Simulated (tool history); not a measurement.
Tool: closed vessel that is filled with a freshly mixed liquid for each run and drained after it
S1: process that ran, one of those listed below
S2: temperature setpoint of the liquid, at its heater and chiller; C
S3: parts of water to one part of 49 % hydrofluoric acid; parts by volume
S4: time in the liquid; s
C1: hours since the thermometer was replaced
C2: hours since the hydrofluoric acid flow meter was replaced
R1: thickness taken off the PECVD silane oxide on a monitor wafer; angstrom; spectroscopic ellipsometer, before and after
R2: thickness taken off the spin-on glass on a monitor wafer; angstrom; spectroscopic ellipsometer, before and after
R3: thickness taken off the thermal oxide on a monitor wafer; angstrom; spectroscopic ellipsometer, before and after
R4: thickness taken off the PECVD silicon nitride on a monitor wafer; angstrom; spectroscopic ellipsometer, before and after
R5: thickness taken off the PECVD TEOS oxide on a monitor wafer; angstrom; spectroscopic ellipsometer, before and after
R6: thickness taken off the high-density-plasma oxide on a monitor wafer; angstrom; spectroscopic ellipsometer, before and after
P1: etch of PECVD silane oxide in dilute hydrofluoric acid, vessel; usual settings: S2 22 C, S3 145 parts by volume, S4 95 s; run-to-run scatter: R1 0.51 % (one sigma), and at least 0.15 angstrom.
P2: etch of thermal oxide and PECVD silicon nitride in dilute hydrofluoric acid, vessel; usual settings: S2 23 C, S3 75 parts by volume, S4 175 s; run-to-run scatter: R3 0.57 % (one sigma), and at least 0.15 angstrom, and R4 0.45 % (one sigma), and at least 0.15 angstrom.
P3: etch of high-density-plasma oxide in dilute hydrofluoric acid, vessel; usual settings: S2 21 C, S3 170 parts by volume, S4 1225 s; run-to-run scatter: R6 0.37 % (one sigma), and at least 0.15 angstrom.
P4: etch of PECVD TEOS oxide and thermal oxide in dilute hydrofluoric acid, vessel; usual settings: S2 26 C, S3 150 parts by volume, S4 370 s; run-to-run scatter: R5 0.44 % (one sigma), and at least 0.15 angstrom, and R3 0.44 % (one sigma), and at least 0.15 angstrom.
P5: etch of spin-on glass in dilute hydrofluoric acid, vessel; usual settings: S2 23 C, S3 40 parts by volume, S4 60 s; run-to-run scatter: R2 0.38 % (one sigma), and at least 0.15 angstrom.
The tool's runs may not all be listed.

run   hour  S1    S2   S3    S4     C1      C2      R1      R2      R3      R4      R5      R6
  1    4.1  P1    22  145    95  396.6  1426.7  275.99
  2    7.4  P5    23   40   110  399.9    1430          624.08
  3    9.9  P2    23   75   175  402.4  1432.5                  109.64  122.58
  4   14.2  P1    22  145    95  406.7  1436.8  279.96
  5   17.6  P1    22  145    95  410.1  1440.2   276.5
  6   22.2  P1    22  145    95  414.7  1444.8  279.88
  7   24.8  P5    23   40    60  417.3  1447.4          340.71
  8   28.8  P4    26  150   720  421.3  1451.4                  239.22           556.9
  9   32.3  P4  31.5  150   370  424.8  1454.9                  149.98          351.16
 10   34.7  P3    21   45  1225  427.2  1457.3                                          1270.5
 11   38.5  P2    23   75   330    431  1461.1                  205.58  233.27
 12   42.8  P1    22  145    40  435.3  1465.4  116.37
 13   46.1  P2    23   20   175  438.6  1468.7                  441.85   445.7
 14   48.8  P2    23   75   175  441.3  1471.4                  109.64  123.58
 15   52.5  P3    17  170  1225    445  1475.1                                          250.92
 16   56.4  P1    22  145    95  448.9    1479  277.35
 17   60.5  P5    23   20    60    453  1483.1          698.03
 18     63  P4    26   90   370  455.5  1485.6                  221.92          514.08
 19   67.7  P1    17  145    95  460.2  1490.3   228.5
 20   71.7  P4    26  150   370  464.2  1494.3                  121.36          284.56
 21   75.3  P1    22  255    95  467.8  1497.9  140.41
 22   79.1  P1    22  145    95  471.6  1501.7   277.3
 23   81.7  P1    22   35    95  474.2  1504.3  1298.1
 24   86.4  P3    21  170   205  478.9    1509                                          48.855
 25   90.8  P1    17  230    95  483.3  1513.4  131.89
 26   94.5  P3    21  170  1225    487  1517.1                                           293.4
 27   99.3  P2    17   75   175  491.8  1521.9                  84.986   81.72
 28    102  P5    31   40    60  494.5  1524.6          473.92
 29  105.5  P1    27  145    95    498  1528.1  332.65
 30  110.5  P1    22  145   155    503  1533.1  452.18
 31  113.8  P1    22  145    95  506.3  1536.4  276.18
 32  118.4  P1    22  145    95  510.9    1541  276.76
 33  121.4  P1    22  145    95  513.9    1544     269
 34  125.4  P1    22  145    95  517.9    1548  262.85
 35  128.1  P1    22  145    95  520.6  1550.7  257.46
 36    133  P1    22  145    95  525.5  1555.6  256.16
 37  135.2  P1    22  145    95  527.7  1557.8  255.03
 38  139.4  P1    22  145    95  531.9    1562  255.85
 39  142.8  P1    22  145    95  535.3  1565.4  251.12
 40  147.9  P1    22  145    95  540.4  1570.5  251.86

What P1 gives has crept away from where it was. These 2 causes fit the log equally well, each at the size given:
A: hydrofluoric acid flow below the setpoint (%) = 7.32
B: liquid colder than its thermometer reads (K) = 2.24
The creep began at about hour 118.4.

4 check runs are offered, one wafer each, their results left as question marks. Which one tells the causes apart?
check 1   153  P5  30.5   40   95               ?
check 2   153  P4    29  100  370                   ?       ?
check 3   153  P2    23   20  330                   ?   ?
check 4   153  P3  17.5  170  555                               ?

What each check would give under each cause:
  check  result    if A    if B
check 1      R2  675.42  669.93
check 2      R3  201.44  201.69
check 2      R5  470.01  470.59
check 3      R3  767.83   754.2
check 3      R4  783.89   721.2
check 4      R6  106.23  105.96
How far apart the two closest causes lie, in the result that separates them most: check 1 0.82 %; check 2 0.12 %; check 3 8.34 %; check 4 0.26 %
Only check 3 tells the causes apart: in the others they would give nearly the same result.

Then check 3 was run and gave: R3 766.63 angstrom; R4 782.95 angstrom. Which cause is it?

It is A: hydrofluoric acid flow below the setpoint (%).
